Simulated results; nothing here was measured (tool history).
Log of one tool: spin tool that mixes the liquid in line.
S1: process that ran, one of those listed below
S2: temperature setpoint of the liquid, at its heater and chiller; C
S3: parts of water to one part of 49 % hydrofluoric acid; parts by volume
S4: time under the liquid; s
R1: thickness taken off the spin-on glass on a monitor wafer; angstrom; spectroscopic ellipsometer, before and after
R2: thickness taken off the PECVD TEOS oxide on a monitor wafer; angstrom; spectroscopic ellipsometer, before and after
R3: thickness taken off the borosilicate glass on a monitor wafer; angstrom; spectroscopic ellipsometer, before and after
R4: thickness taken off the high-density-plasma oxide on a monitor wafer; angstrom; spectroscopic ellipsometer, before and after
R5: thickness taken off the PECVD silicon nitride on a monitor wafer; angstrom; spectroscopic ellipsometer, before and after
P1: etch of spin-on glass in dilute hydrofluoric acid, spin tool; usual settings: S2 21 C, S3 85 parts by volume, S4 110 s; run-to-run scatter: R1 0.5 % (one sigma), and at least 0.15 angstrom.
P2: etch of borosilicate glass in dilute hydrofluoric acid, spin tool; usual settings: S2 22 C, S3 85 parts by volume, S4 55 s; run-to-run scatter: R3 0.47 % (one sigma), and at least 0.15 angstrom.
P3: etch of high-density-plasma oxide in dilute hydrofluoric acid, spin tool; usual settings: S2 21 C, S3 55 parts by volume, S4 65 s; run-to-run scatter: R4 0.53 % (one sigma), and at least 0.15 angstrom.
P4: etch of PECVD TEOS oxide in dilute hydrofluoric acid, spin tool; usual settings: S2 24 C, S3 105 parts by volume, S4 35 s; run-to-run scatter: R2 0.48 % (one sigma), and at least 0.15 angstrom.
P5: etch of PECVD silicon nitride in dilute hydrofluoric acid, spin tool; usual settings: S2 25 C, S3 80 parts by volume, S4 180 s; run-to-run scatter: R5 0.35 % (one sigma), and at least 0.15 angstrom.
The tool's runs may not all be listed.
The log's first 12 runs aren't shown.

Run 13, hour 57.5: S1 P1, S2 21 C, S3 85 parts by volume, S4 200 s. Result: R1 926.19 angstrom.
Run 14, hour 61.9: S1 P3, S2 21 C, S3 55 parts by volume, S4 65 s. Result: R4 68.002 angstrom.
Run 15, hour 67.3: S1 P2, S2 22 C, S3 85 parts by volume, S4 55 s. Result: R3 147.73 angstrom.
Run 16, hour 69.8: S1 P5, S2 25 C, S3 80 parts by volume, S4 40 s. Result: R5 24.486 angstrom.
Run 17, hour 75: S1 P2, S2 22 C, S3 25 parts by volume, S4 55 s. Result: R3 542.24 angstrom.
Run 18, hour 78.9: S1 P4, S2 24 C, S3 105 parts by volume, S4 35 s. Result: R2 78.774 angstrom.
Run 19, hour 84.3: S1 P1, S2 26 C, S3 85 parts by volume, S4 110 s. Result: R1 622.12 angstrom.
Run 20, hour 88.5: S1 P2, S2 22 C, S3 85 parts by volume, S4 15 s. Result: R3 40.894 angstrom.
Run 21, hour 93.4: S1 P1, S2 21 C, S3 150 parts by volume, S4 110 s. Result: R1 269.85 angstrom.
Run 22, hour 96.8: S1 P3, S2 21 C, S3 20 parts by volume, S4 65 s. Result: R4 193.05 angstrom.
Run 23, hour 102.3: S1 P5, S2 25 C, S3 125 parts by volume, S4 180 s. Result: R5 71.284 angstrom.

Forecast run 24:
Run 24, hour 104.8: S1 P1, S2 21 C, S3 85 parts by volume, S4 65 s. Result: R1 ?.

{"run 24": {"R1": 299.54}}
